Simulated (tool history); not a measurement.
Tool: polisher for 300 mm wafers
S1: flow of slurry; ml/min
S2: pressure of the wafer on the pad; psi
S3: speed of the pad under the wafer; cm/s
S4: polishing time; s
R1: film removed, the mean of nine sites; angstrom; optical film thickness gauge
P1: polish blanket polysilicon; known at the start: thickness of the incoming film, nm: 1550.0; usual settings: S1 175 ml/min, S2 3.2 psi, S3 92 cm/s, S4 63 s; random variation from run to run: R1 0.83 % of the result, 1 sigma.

Run 1, hour 6.7: S1 175 ml/min, S2 3.2 psi, S3 92 cm/s, S4 63 s. Result: R1 6586.8 angstrom.
Run 2, hour 19.3: S1 105 ml/min, S2 3.2 psi, S3 92 cm/s, S4 63 s. Result: R1 6035.5 angstrom.
Run 3, hour 30.3: S1 175 ml/min, S2 4.3 psi, S3 92 cm/s, S4 63 s. Result: R1 8897.3 angstrom.
Run 4, hour 41.2: S1 270 ml/min, S2 3.2 psi, S3 92 cm/s, S4 63 s. Result: R1 6929.9 angstrom.
Run 5, hour 53.8: S1 175 ml/min, S2 3.2 psi, S3 92 cm/s, S4 63 s. Result: R1 6515.7 angstrom.
Run 6, hour 61.1: S1 220 ml/min, S2 4.9 psi, S3 92 cm/s, S4 63 s. Result: R1 10212.0 angstrom.
Run 7, hour 71.4: S1 175 ml/min, S2 3.2 psi, S3 42 cm/s, S4 63 s. Result: R1 2989.1 angstrom.
Run 8, hour 80.3: S1 175 ml/min, S2 3.2 psi, S3 92 cm/s, S4 28 s. Result: R1 2939.3 angstrom.
At hour 83.1: head pressure recalibrated.
Run 9, hour 93.5: S1 175 ml/min, S2 3.2 psi, S3 92 cm/s, S4 63 s. Result: R1 6522.4 angstrom.
Run 10, hour 103.0: S1 175 ml/min, S2 3.2 psi, S3 92 cm/s, S4 88 s. Result: R1 9234.3 angstrom.
Run 11, hour 110.4: S1 175 ml/min, S2 3.2 psi, S3 92 cm/s, S4 63 s. Result: R1 6578.7 angstrom.
Run 12, hour 119.3: S1 175 ml/min, S2 3.2 psi, S3 92 cm/s, S4 63 s. Result: R1 6513.0 angstrom.
Run 13, hour 127.0: S1 175 ml/min, S2 3.2 psi, S3 92 cm/s, S4 63 s. Result: R1 6706.5 angstrom.
At hour 132.5: worn pad replaced by a new one.
Run 14, hour 137.8: S1 175 ml/min, S2 3.2 psi, S3 126 cm/s, S4 63 s. Result: R1 8885.6 angstrom.
Run 15, hour 143.9: S1 175 ml/min, S2 1.5 psi, S3 92 cm/s, S4 63 s. Result: R1 3042.4 angstrom.
Run 16, hour 151.9: S1 175 ml/min, S2 3.2 psi, S3 92 cm/s, S4 63 s. Result: R1 6597.2 angstrom.
Run 17, hour 157.8: S1 175 ml/min, S2 3.2 psi, S3 92 cm/s, S4 63 s. Result: R1 6482.7 angstrom.
Run 18, hour 167.2: S1 175 ml/min, S2 3.2 psi, S3 92 cm/s, S4 63 s. Result: R1 6374.4 angstrom.
Run 19, hour 179.2: S1 175 ml/min, S2 3.2 psi, S3 92 cm/s, S4 63 s. Result: R1 6237.5 angstrom.
Run 20, hour 186.3: S1 175 ml/min, S2 3.2 psi, S3 92 cm/s, S4 63 s. Result: R1 6090.9 angstrom.
Run 21, hour 197.7: S1 175 ml/min, S2 3.2 psi, S3 92 cm/s, S4 63 s. Result: R1 6053.3 angstrom.
At hour 206.4: worn pad replaced by a new one.
Run 22, hour 210.1: S1 175 ml/min, S2 3.2 psi, S3 92 cm/s, S4 63 s. Result: R1 6022.1 angstrom.
Run 23, hour 222.2: S1 175 ml/min, S2 3.2 psi, S3 92 cm/s, S4 63 s. Result: R1 6050.7 angstrom.
Run 24, hour 233.2: S1 175 ml/min, S2 3.2 psi, S3 92 cm/s, S4 63 s. Result: R1 6078.0 angstrom.

What P1 gives has crept away from where it was. These 2 causes fit the log equally well, each at the size given:
A: slurry flow missing at the pad, % = 39.3
B: head's pressure below its setpoint, % = 9.05
The creep began at about hour 151.9.
Why every other cause is out:
removal rate lost through wear of the pad, %: serviced at hour 206.4, which brought nothing back

4 check runs are offered, each on 2 wafers whose results are averaged, their results left as question marks. Which one tells the causes apart?
Run check 1, hour 244.2: S1 175 ml/min, S2 3.2 psi, S3 92 cm/s, S4 41 s. Result: R1 ?.
Run check 2, hour 244.2: S1 105 ml/min, S2 3.2 psi, S3 70 cm/s, S4 63 s. Result: R1 ?.
Run check 3, hour 244.2: S1 175 ml/min, S2 1.6 psi, S3 126 cm/s, S4 63 s. Result: R1 ?.
Run check 4, hour 244.2: S1 175 ml/min, S2 2.2 psi, S3 92 cm/s, S4 83 s. Result: R1 ?.

What each check would give under each cause:
  check  result    if A    if B
check 1      R1  3893.8  3893.8
check 2      R1  3911.3  4129.1
check 3      R1  4097.2  4097.1
check 4      R1  5419.3  5419.2
How far apart the two closest causes lie, in the result that separates them most: check 1 0 %; check 2 5.42 %; check 3 0 %; check 4 0 %
Only check 2 tells the causes apart: in the others they would give nearly the same result.

Then check 2 was run and gave: R1 3896.0 angstrom. Which cause is it?

It is A: slurry flow missing at the pad, %.
